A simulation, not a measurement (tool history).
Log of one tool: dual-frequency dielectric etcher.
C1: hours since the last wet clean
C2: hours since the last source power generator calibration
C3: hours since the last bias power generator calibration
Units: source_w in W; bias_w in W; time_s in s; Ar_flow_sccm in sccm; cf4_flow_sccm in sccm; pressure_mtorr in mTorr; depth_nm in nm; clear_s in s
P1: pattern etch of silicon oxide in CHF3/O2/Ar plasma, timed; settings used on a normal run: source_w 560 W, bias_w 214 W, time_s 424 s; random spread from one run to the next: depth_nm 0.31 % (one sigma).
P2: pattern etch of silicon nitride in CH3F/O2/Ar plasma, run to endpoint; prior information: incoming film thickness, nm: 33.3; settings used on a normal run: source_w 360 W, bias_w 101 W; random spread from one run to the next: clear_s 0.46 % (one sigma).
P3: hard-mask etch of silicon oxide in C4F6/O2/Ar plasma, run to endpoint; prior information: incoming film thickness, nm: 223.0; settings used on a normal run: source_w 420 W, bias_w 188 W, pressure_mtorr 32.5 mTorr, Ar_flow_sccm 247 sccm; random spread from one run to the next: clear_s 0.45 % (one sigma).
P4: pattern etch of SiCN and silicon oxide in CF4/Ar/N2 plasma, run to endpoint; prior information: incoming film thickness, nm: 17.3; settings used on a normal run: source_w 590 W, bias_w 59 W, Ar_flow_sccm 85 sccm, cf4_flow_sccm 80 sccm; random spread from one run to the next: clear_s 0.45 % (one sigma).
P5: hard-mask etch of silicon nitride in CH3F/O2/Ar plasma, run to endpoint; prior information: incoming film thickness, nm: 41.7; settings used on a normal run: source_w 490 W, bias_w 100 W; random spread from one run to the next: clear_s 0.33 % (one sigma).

Run 1, day 0.496: process P1, source_w 560 W, bias_w 214 W, time_s 424 s; C1 167.4; C2 1963.1; C3 1606.5. Result: depth_nm 893.13 nm.
Run 2, day 0.921: process P4, source_w 710 W, bias_w 59 W, Ar_flow_sccm 85 sccm, cf4_flow_sccm 80 sccm; C1 177.6; C2 1973.3; C3 1616.7. Result: clear_s 13.526 s.
Run 3, day 1.379: process P3, source_w 420 W, bias_w 188 W, Ar_flow_sccm 192 sccm, pressure_mtorr 32.5 mTorr; C1 188.6; C2 1984.3; C3 1627.7. Result: clear_s 65.588 s.
Run 4, day 1.975: process P2, source_w 360 W, bias_w 101 W; C1 202.9; C2 1998.6; C3 1642. Result: clear_s 45.93 s.
Run 5, day 2.512: process P1, source_w 560 W, bias_w 297 W, time_s 424 s; C1 215.8; C2 2011.5; C3 1654.9. Result: depth_nm 1000.5 nm.
Run 6, day 2.967: process P3, source_w 250 W, bias_w 188 W, Ar_flow_sccm 247 sccm, pressure_mtorr 32.5 mTorr; C1 226.7; C2 2022.4; C3 1665.8. Result: clear_s 81.967 s.
Run 7, day 3.554: process P1, source_w 560 W, bias_w 214 W, time_s 424 s; C1 240.8; C2 2036.5; C3 1679.9. Result: depth_nm 894.9 nm.
Run 8, day 4.108: process P5, source_w 490 W, bias_w 100 W; C1 254.1; C2 2049.8; C3 1693.2. Result: clear_s 51.987 s.
Run 9, day 4.646: process P3, source_w 420 W, bias_w 188 W, Ar_flow_sccm 247 sccm, pressure_mtorr 32.5 mTorr; C1 267; C2 2062.7; C3 1706.1. Result: clear_s 67.772 s.
Run 10, day 5.325: process P1, source_w 560 W, bias_w 214 W, time_s 424 s; C1 283.3; C2 2079; C3 1722.4. Result: depth_nm 894.84 nm.
Run 11, day 5.667: process P1, source_w 560 W, bias_w 214 W, time_s 264 s; C1 291.5; C2 2087.2; C3 1730.6. Result: depth_nm 556.71 nm.
Run 12, day 6.179: process P4, source_w 590 W, bias_w 59 W, Ar_flow_sccm 105 sccm, cf4_flow_sccm 80 sccm; C1 303.8; C2 2099.5; C3 1742.9. Result: clear_s 16.523 s.
Run 13, day 6.862: process P1, source_w 560 W, bias_w 214 W, time_s 520.5 s; C1 320.2; C2 2115.9; C3 1759.3. Result: depth_nm 1095 nm.
Run 14, day 7.212: process P1, source_w 560 W, bias_w 214 W, time_s 424 s; C1 328.6; C2 2124.3; C3 1767.7. Result: depth_nm 889.91 nm.
Run 15, day 7.612: process P3, source_w 420 W, bias_w 188 W, Ar_flow_sccm 247 sccm, pressure_mtorr 32.5 mTorr; C1 338.2; C2 2133.9; C3 1777.3. Result: clear_s 67.752 s.
Run 16, day 8.162: process P1, source_w 560 W, bias_w 153 W, time_s 273.5 s; C1 351.4; C2 2147.1; C3 1790.5. Result: depth_nm 510.46 nm.
Run 17, day 8.708: process P3, source_w 420 W, bias_w 188 W, Ar_flow_sccm 247 sccm, pressure_mtorr 42 mTorr; C1 364.5; C2 2160.2; C3 1803.6. Result: clear_s 69.764 s.
Run 18, day 9.312: process P2, source_w 250 W, bias_w 101 W; C1 379; C2 2174.7; C3 1818.1. Result: clear_s 52.469 s.
Run 19, day 9.625: process P1, source_w 560 W, bias_w 162 W, time_s 424 s; C1 386.5; C2 2182.2; C3 1825.6. Result: depth_nm 810.76 nm.
Run 20, day 9.992: process P1, source_w 560 W, bias_w 214 W, time_s 424 s; C1 395.3; C2 2191; C3 1834.4. Result: depth_nm 890.34 nm.
Run 21, day 10.533: process P5, source_w 490 W, bias_w 60 W; C1 408.3; C2 2204; C3 1847.4. Result: clear_s 62.032 s.
Run 22, day 11.042: process P2, source_w 360 W, bias_w 65 W; C1 420.5; C2 2216.2; C3 1859.6. Result: clear_s 53.612 s.
Run 23, day 11.496: process P3, source_w 420 W, bias_w 132 W, Ar_flow_sccm 247 sccm, pressure_mtorr 32.5 mTorr; C1 431.4; C2 2227.1; C3 1870.5. Result: clear_s 75.606 s.
Run 24, day 12.012: process P1, source_w 560 W, bias_w 214 W, time_s 424 s; C1 443.8; C2 2239.5; C3 1882.9. Result: depth_nm 890.51 nm.
Run 25, day 12.692: process P4, source_w 590 W, bias_w 59 W, Ar_flow_sccm 85 sccm, cf4_flow_sccm 114 sccm; C1 460.1; C2 2255.8; C3 1899.2. Result: clear_s 15.279 s.
Run 26, day 13.079: process P4, source_w 590 W, bias_w 59 W, Ar_flow_sccm 85 sccm, cf4_flow_sccm 80 sccm; C1 469.4; C2 2265.1; C3 1908.5. Result: clear_s 15.971 s.
Run 27, day 13.733: process P1, source_w 350 W, bias_w 214 W, time_s 424 s; C1 485.1; C2 2280.8; C3 1924.2. Result: depth_nm 746.66 nm.
Run 28, day 14.217: process P4, source_w 590 W, bias_w 70 W, Ar_flow_sccm 85 sccm, cf4_flow_sccm 80 sccm; C1 496.7; C2 2292.4; C3 1935.8. Result: clear_s 15.209 s.
Run 29, day 14.838: process P5, source_w 680 W, bias_w 100 W; C1 511.6; C2 2307.3; C3 1950.7. Result: clear_s 45.717 s.
Run 30, day 15.296: process P1, source_w 710 W, bias_w 214 W, time_s 424 s; C1 522.6; C2 2318.3; C3 1961.7. Result: depth_nm 975.17 nm.
Run 31, day 15.754: process P1, source_w 560 W, bias_w 214 W, time_s 424 s; C1 533.6; C2 2329.3; C3 1972.7. Result: depth_nm 888.27 nm.
Run 32, day 16.146: process P1, source_w 560 W, bias_w 214 W, time_s 424 s; C1 543; C2 2338.7; C3 1982.1. Result: depth_nm 887.27 nm.
Run 33, day 16.679: process P1, source_w 560 W, bias_w 214 W, time_s 424 s; C1 555.8; C2 2351.5; C3 1994.9. Result: depth_nm 878.36 nm.
Run 34, day 17.083: process P1, source_w 560 W, bias_w 214 W, time_s 424 s; C1 565.5; C2 2361.2; C3 2004.6. Result: depth_nm 881.58 nm.
At day 17.454: wet clean of the chamber.
Run 35, day 17.708: process P1, source_w 560 W, bias_w 214 W, time_s 424 s; C1 6.1; C2 2376.2; C3 2019.6. Result: depth_nm 881.48 nm.
Run 36, day 18.067: process P1, source_w 560 W, bias_w 214 W, time_s 424 s; C1 14.7; C2 2384.8; C3 2028.2. Result: depth_nm 880.34 nm.
Run 37, day 18.696: process P1, source_w 560 W, bias_w 214 W, time_s 424 s; C1 29.8; C2 2399.9; C3 2043.3. Result: depth_nm 879.12 nm.
Run 38, day 19.192: process P1, source_w 560 W, bias_w 214 W, time_s 424 s; C1 41.7; C2 2411.8; C3 2055.2. Result: depth_nm 873.43 nm.

Compared with where it was, what P1 gives has crept away. Each cause listed below fits the log as well as the rest, at the size given for it:
A: source power that arrives under what is set, % = 4.4
B: bias power that arrives under what is set, % = 4.77
Creep in the process output first set in at about day 15.754.
What rules out each remaining cause:
chamber walls in a state that lowers the etch rate, %: maintenance at day 17.454, after the shift began, did not return the process to its former output

Below are 4 check runs, each averaged over 2 wafers, with their results shown as question marks. Which of them would give clearly different results depending on which cause is behind the drift?
Run check 1, day 19.688: process P4, source_w 590 W, bias_w 59 W, Ar_flow_sccm 85 sccm, cf4_flow_sccm 80 sccm. Result: clear_s ?.
Run check 2, day 19.688: process P2, source_w 360 W, bias_w 101 W. Result: clear_s ?.
Run check 3, day 19.688: process P3, source_w 420 W, bias_w 188 W, Ar_flow_sccm 247 sccm, pressure_mtorr 32.5 mTorr. Result: clear_s ?.
Run check 4, day 19.688: process P5, source_w 490 W, bias_w 100 W. Result: clear_s ?.

If the cause were each of the candidates in turn, the checks would give the following:
  check   result    if A    if B
check 1  clear_s  16.626  16.205
check 2  clear_s  46.489   46.55
check 3  clear_s  68.861   68.72
check 4  clear_s  52.805  52.847
Separation of the two closest causes in each check, using whichever result separates them best: check 1 2.57 %; check 2 0.13 %; check 3 0.2 %; check 4 0.08 %
The causes can be told apart only by check 1. The other checks would give nearly the same results under each of them.

Check 1 has now been run. It gave: clear_s 16.667 s. Which of the candidate causes is it?

The cause is A: source power that arrives under what is set, %.
